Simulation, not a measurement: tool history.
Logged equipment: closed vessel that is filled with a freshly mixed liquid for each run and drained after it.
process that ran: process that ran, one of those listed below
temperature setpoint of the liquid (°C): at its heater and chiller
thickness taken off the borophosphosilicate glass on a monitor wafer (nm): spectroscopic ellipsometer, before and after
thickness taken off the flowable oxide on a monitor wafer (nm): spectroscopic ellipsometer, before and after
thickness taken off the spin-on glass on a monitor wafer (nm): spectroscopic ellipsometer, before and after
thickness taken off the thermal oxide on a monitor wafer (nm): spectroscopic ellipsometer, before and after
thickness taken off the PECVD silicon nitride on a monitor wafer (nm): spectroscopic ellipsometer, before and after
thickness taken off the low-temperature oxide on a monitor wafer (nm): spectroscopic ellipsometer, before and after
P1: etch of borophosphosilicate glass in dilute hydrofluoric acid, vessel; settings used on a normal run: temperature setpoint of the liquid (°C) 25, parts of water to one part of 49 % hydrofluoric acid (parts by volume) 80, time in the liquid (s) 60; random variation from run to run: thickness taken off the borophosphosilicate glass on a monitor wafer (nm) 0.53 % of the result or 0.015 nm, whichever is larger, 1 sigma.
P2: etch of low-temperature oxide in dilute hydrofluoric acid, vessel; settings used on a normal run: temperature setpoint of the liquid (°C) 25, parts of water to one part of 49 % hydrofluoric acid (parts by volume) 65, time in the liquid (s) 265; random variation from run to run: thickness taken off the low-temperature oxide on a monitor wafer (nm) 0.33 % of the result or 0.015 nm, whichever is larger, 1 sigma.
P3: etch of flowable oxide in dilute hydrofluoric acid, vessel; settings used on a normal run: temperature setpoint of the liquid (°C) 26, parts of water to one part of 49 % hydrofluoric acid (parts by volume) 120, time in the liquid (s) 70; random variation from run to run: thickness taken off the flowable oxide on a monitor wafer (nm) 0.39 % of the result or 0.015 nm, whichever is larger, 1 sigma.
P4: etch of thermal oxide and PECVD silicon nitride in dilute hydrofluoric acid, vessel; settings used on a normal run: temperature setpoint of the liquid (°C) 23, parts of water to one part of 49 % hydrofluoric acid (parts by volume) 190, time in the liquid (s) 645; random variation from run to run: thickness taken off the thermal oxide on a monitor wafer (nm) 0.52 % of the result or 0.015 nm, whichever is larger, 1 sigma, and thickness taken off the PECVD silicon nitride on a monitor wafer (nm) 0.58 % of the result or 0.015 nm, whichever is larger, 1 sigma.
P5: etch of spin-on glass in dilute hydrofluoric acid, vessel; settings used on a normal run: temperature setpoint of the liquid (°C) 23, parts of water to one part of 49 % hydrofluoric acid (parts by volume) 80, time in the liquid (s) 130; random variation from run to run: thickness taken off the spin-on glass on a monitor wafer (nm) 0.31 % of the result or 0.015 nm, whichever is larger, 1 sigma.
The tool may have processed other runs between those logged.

run,day,process that ran,temperature setpoint of the liquid (°C),parts of water to one part of 49 % hydrofluoric acid (parts by volume),time in the liquid (s),hours since the thermometer was replaced,hours since the hydrofluoric acid flow meter was replaced,thickness taken off the borophosphosilicate glass on a monitor wafer (nm),thickness taken off the flowable oxide on a monitor wafer (nm),thickness taken off the spin-on glass on a monitor wafer (nm),thickness taken off the thermal oxide on a monitor wafer (nm),thickness taken off the PECVD silicon nitride on a monitor wafer (nm),thickness taken off the low-temperature oxide on a monitor wafer (nm)
1,0.329,P1,25,80,60,518.5,270.3,61.369,,,,,
2,0.608,P3,32,120,70,525.2,277,,35.664,,,,
3,0.812,P5,23,80,130,530.1,281.9,,,32.497,,,
4,1.012,P5,23,80,40,534.9,286.7,,,9.9961,,,
5,1.317,P4,23,190,645,542.2,294,,,,13.7,5.6694,
6,1.638,P3,26,120,70,549.9,301.7,,28.844,,,,
# day 1.812: thermometer replaced
7,1.875,P4,23,65,645,1.5,307.4,,,,46.366,16.257,
8,2.196,P1,25,80,95,9.2,315.1,97.933,,,,,
9,2.438,P5,23,110,130,15,320.9,,,22.842,,,
10,2.6,P1,25,135,60,18.9,324.8,34.121,,,,,
11,2.792,P4,17.5,190,645,23.5,329.4,,,,11.16,3.9954,
12,2.958,P4,23,190,1130,27.5,333.4,,,,24.148,9.9527,
13,3.183,P1,25,45,60,32.9,338.8,114.55,,,,,
14,3.354,P4,23,190,645,37,342.9,,,,13.767,5.7003,
15,3.562,P3,26,120,115,42,347.9,,46.816,,,,
16,3.783,P1,33,80,60,47.3,353.2,83.901,,,,,
17,3.95,P1,25,80,60,51.3,357.2,61.244,,,,,
18,4.258,P5,17,80,130,58.7,364.6,,,25.275,,,
19,4.592,P2,25,40,265,66.7,372.6,,,,,,85.69
20,4.804,P2,25,65,65,71.8,377.7,,,,,,12.62
21,4.962,P1,25,80,60,75.6,381.5,61.828,,,,,
22,5.162,P2,25,65,265,80.4,386.3,,,,,,51.187
23,5.496,P1,17,80,60,88.4,394.3,44.121,,,,,
24,5.75,P1,32,45,60,94.5,400.4,151.46,,,,,
25,5.983,P1,32,115,60,100.1,406,52.658,,,,,
26,6.321,P1,25,45,100,108.2,414.1,192.83,,,,,
27,6.621,P1,25,80,30,115.4,421.3,30.871,,,,,
28,6.8,P2,17,65,265,119.7,425.6,,,,,,36.629
29,7.067,P1,25,80,60,126.1,432,61.526,,,,,
30,7.254,P3,26,70,70,130.6,436.5,,52.389,,,,
31,7.458,P1,25,80,60,135.5,441.4,62.464,,,,,
32,7.758,P1,25,80,60,142.7,448.6,59.071,,,,,
33,8.046,P1,25,80,60,149.6,455.5,58.229,,,,,
34,8.217,P1,25,80,60,153.7,459.6,57.669,,,,,
35,8.383,P1,25,80,60,157.7,463.6,57.119,,,,,
36,8.575,P1,25,80,60,162.3,468.2,57.908,,,,,
37,8.883,P1,25,80,60,169.7,475.6,57.44,,,,,

The log shows P1 creeping away from where it was. Any of the 2 causes listed here, at the size stated for it, fits the log just as well as the others:
A: hydrofluoric acid flow below the setpoint (%) = 6.53
B: liquid colder than its thermometer reads (K) = 1.86
The onset of the drift is placed at about day 7.458.

Consider the 4 single-wafer check runs listed below, results given as question marks: which one distinguishes between the causes by giving clearly different results for each?
check 1,9.192,P2,25,65,265,,,,,,,,?
check 2,9.192,P5,23,80,130,,,,,?,,,
check 3,9.192,P3,26,120,70,,,,?,,,,
check 4,9.192,P4,23,190,645,,,,,,?,?,

What each check would give under each cause:
check,result,if A,if B
check 1,thickness taken off the low-temperature oxide on a monitor wafer (nm),47.582,47.483
check 2,thickness taken off the spin-on glass on a monitor wafer (nm),30.255,30.206
check 3,thickness taken off the flowable oxide on a monitor wafer (nm),26.521,26.681
check 4,thickness taken off the thermal oxide on a monitor wafer (nm),12.653,12.791
check 4,thickness taken off the PECVD silicon nitride on a monitor wafer (nm),5.315,5.0373
How far apart the two closest causes lie, in the result that separates them most: check 1 0.21 %; check 2 0.16 %; check 3 0.6 %; check 4 5.37 %
Of the check runs offered, only check 4 discriminates between the causes; the rest would read about the same regardless of which cause applies.

Running check 4 produced the following: thickness taken off the thermal oxide on a monitor wafer (nm) 12.765; thickness taken off the PECVD silicon nitride on a monitor wafer (nm) 5.2972. Which one of the listed causes fits?

Of the candidate causes, it is A: hydrofluoric acid flow below the setpoint (%).
